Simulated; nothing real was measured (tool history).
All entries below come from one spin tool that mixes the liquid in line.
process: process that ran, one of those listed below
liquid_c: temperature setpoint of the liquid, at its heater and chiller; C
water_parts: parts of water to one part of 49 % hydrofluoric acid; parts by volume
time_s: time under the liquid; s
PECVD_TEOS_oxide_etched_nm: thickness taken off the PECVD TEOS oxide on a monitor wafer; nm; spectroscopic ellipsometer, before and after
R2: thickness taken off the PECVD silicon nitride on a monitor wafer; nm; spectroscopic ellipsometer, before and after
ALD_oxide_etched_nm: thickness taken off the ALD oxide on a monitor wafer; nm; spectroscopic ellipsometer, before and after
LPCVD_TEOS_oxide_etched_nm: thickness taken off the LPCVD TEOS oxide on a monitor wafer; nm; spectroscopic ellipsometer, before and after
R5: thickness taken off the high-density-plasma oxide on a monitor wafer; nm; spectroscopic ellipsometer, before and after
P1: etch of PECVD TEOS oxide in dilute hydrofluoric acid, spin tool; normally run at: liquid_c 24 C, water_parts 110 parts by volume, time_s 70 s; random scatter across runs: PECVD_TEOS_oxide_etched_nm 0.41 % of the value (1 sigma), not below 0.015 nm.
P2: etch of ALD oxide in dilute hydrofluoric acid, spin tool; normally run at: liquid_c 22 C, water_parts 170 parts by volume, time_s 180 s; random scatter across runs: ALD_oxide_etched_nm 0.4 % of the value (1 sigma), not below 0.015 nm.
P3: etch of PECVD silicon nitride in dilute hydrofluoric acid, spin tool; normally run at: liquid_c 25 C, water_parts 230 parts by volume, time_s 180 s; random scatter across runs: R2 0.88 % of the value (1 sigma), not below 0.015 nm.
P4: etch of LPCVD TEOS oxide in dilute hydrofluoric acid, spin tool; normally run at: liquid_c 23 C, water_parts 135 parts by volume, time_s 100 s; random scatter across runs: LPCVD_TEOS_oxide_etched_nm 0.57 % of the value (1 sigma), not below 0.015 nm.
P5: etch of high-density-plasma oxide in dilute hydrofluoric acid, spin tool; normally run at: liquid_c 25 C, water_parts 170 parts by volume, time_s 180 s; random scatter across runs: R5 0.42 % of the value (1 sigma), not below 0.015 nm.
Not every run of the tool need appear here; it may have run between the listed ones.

{"run": 1, "hour": 6.5, "process": "P1", "liquid_c": 24, "water_parts": 110, "time_s": 70, "PECVD_TEOS_oxide_etched_nm": 7.9422}
{"run": 2, "hour": 16.7, "process": "P1", "liquid_c": 24, "water_parts": 110, "time_s": 70, "PECVD_TEOS_oxide_etched_nm": 7.9143}
{"run": 3, "hour": 24.5, "process": "P3", "liquid_c": 25, "water_parts": 105, "time_s": 180, "R2": 5.6567}
{"run": 4, "hour": 35.0, "process": "P1", "liquid_c": 31, "water_parts": 195, "time_s": 70, "PECVD_TEOS_oxide_etched_nm": 5.2313}
{"run": 5, "hour": 45.6, "process": "P2", "liquid_c": 22, "water_parts": 170, "time_s": 325, "ALD_oxide_etched_nm": 25.837}
{"run": 6, "hour": 56.6, "process": "P4", "liquid_c": 23, "water_parts": 230, "time_s": 100, "LPCVD_TEOS_oxide_etched_nm": 14.593}
{"run": 7, "hour": 61.9, "process": "P3", "liquid_c": 29, "water_parts": 230, "time_s": 180, "R2": 3.2721}
{"run": 8, "hour": 70.2, "process": "P1", "liquid_c": 24, "water_parts": 110, "time_s": 70, "PECVD_TEOS_oxide_etched_nm": 7.9432}
{"run": 9, "hour": 79.1, "process": "P1", "liquid_c": 17, "water_parts": 110, "time_s": 70, "PECVD_TEOS_oxide_etched_nm": 5.9823}
{"run": 10, "hour": 89.3, "process": "P4", "liquid_c": 17, "water_parts": 135, "time_s": 100, "LPCVD_TEOS_oxide_etched_nm": 21.413}
{"run": 11, "hour": 94.6, "process": "P2", "liquid_c": 22, "water_parts": 290, "time_s": 180, "ALD_oxide_etched_nm": 7.485}
{"run": 12, "hour": 103.7, "process": "P5", "liquid_c": 21, "water_parts": 170, "time_s": 180, "R5": 4.5714}
{"run": 13, "hour": 114.4, "process": "P1", "liquid_c": 24, "water_parts": 110, "time_s": 70, "PECVD_TEOS_oxide_etched_nm": 7.8437}
{"run": 14, "hour": 123.5, "process": "P3", "liquid_c": 25, "water_parts": 230, "time_s": 180, "R2": 2.6132}
{"run": 15, "hour": 129.2, "process": "P5", "liquid_c": 25, "water_parts": 170, "time_s": 180, "R5": 5.36}
{"run": 16, "hour": 140.0, "process": "P1", "liquid_c": 24, "water_parts": 110, "time_s": 20, "PECVD_TEOS_oxide_etched_nm": 2.2718}
{"run": 17, "hour": 148.7, "process": "P3", "liquid_c": 25, "water_parts": 230, "time_s": 275, "R2": 3.9727}
{"run": 18, "hour": 153.8, "process": "P4", "liquid_c": 23, "water_parts": 135, "time_s": 100, "LPCVD_TEOS_oxide_etched_nm": 27.365}
{"run": 19, "hour": 162.4, "process": "P1", "liquid_c": 24, "water_parts": 45, "time_s": 135, "PECVD_TEOS_oxide_etched_nm": 40.676}
{"run": 20, "hour": 172.9, "process": "P1", "liquid_c": 24, "water_parts": 70, "time_s": 70, "PECVD_TEOS_oxide_etched_nm": 13.034}
{"run": 21, "hour": 180.3, "process": "P1", "liquid_c": 24, "water_parts": 110, "time_s": 125, "PECVD_TEOS_oxide_etched_nm": 14.037}
{"run": 22, "hour": 185.8, "process": "P2", "liquid_c": 22, "water_parts": 170, "time_s": 180, "ALD_oxide_etched_nm": 14.274}
{"run": 23, "hour": 195.2, "process": "P4", "liquid_c": 23, "water_parts": 135, "time_s": 165, "LPCVD_TEOS_oxide_etched_nm": 45.427}
{"run": 24, "hour": 203.0, "process": "P4", "liquid_c": 23, "water_parts": 135, "time_s": 100, "LPCVD_TEOS_oxide_etched_nm": 27.465}
{"run": 25, "hour": 214.4, "process": "P1", "liquid_c": 24, "water_parts": 110, "time_s": 70, "PECVD_TEOS_oxide_etched_nm": 8.0048}
{"run": 26, "hour": 225.6, "process": "P1", "liquid_c": 17, "water_parts": 70, "time_s": 70, "PECVD_TEOS_oxide_etched_nm": 9.723}
{"run": 27, "hour": 232.3, "process": "P1", "liquid_c": 28, "water_parts": 110, "time_s": 70, "PECVD_TEOS_oxide_etched_nm": 9.2191}
{"run": 28, "hour": 239.4, "process": "P2", "liquid_c": 17, "water_parts": 170, "time_s": 180, "ALD_oxide_etched_nm": 11.863}
{"run": 29, "hour": 249.9, "process": "P1", "liquid_c": 24, "water_parts": 155, "time_s": 70, "PECVD_TEOS_oxide_etched_nm": 5.3524}
{"run": 30, "hour": 257.9, "process": "P1", "liquid_c": 24, "water_parts": 110, "time_s": 70, "PECVD_TEOS_oxide_etched_nm": 7.9392}
{"run": 31, "hour": 263.8, "process": "P5", "liquid_c": 25, "water_parts": 295, "time_s": 180, "R5": 2.6796}
{"run": 32, "hour": 274.7, "process": "P3", "liquid_c": 25, "water_parts": 230, "time_s": 180, "R2": 2.601}
{"run": 33, "hour": 283.4, "process": "P5", "liquid_c": 25, "water_parts": 170, "time_s": 85, "R5": 2.5248}
{"run": 34, "hour": 289.3, "process": "P1", "liquid_c": 24, "water_parts": 110, "time_s": 70, "PECVD_TEOS_oxide_etched_nm": 7.8794}
{"run": 35, "hour": 299.2, "process": "P1", "liquid_c": 24, "water_parts": 110, "time_s": 70, "PECVD_TEOS_oxide_etched_nm": 8.1746}
{"run": 36, "hour": 305.1, "process": "P1", "liquid_c": 24, "water_parts": 110, "time_s": 70, "PECVD_TEOS_oxide_etched_nm": 8.2742}
{"run": 37, "hour": 315.2, "process": "P1", "liquid_c": 24, "water_parts": 110, "time_s": 70, "PECVD_TEOS_oxide_etched_nm": 8.3951}
{"run": 38, "hour": 323.0, "process": "P1", "liquid_c": 24, "water_parts": 110, "time_s": 70, "PECVD_TEOS_oxide_etched_nm": 8.3962}
{"run": 39, "hour": 334.1, "process": "P1", "liquid_c": 24, "water_parts": 110, "time_s": 70, "PECVD_TEOS_oxide_etched_nm": 8.4733}
{"run": 40, "hour": 339.2, "process": "P1", "liquid_c": 24, "water_parts": 110, "time_s": 70, "PECVD_TEOS_oxide_etched_nm": 8.5619}
{"run": 41, "hour": 344.7, "process": "P1", "liquid_c": 24, "water_parts": 110, "time_s": 70, "PECVD_TEOS_oxide_etched_nm": 8.503}

The log shows P1 creeping away from where it was. Any of the 2 causes listed here, at the size stated for it, fits the log just as well as the others:
A: liquid hotter than its thermometer reads (K) = 1.69
B: hydrofluoric acid flow above the setpoint (%) = 6
At approximately hour 289.3, the process output began to creep.

You are offered 4 check runs, listed below with question marks in place of their results; each one averages 3 wafers. Which run separates the listed causes by giving clearly different results for each?
{"run": "check 1", "hour": 350.2, "process": "P4", "liquid_c": 23, "water_parts": 135, "time_s": 100, "LPCVD_TEOS_oxide_etched_nm": "?"}
{"run": "check 2", "hour": 350.2, "process": "P3", "liquid_c": 25, "water_parts": 230, "time_s": 180, "R2": "?"}
{"run": "check 3", "hour": 350.2, "process": "P2", "liquid_c": 22, "water_parts": 170, "time_s": 180, "ALD_oxide_etched_nm": "?"}
{"run": "check 4", "hour": 350.2, "process": "P5", "liquid_c": 25, "water_parts": 170, "time_s": 180, "R5": "?"}

Predicted outcomes, by check and by cause:
check=check_1 result=LPCVD_TEOS_oxide_etched_nm if_A=29.401 if_B=29.449
check=check_2 result=R2 if_A=2.8856 if_B=2.7563
check=check_3 result=ALD_oxide_etched_nm if_A=15.263 if_B=15.325
check=check_4 result=R5 if_A=5.6861 if_B=5.7248
How far apart the two closest causes lie, in the result that separates them most: check 1 0.16 %; check 2 4.58 %; check 3 0.4 %; check 4 0.68 %
Check 2 tells the causes apart: in the others they would give nearly the same result.

Check 2 was then run and gave: R2 2.9024 nm. Which cause is it?

A is the cause: liquid hotter than its thermometer reads (K).
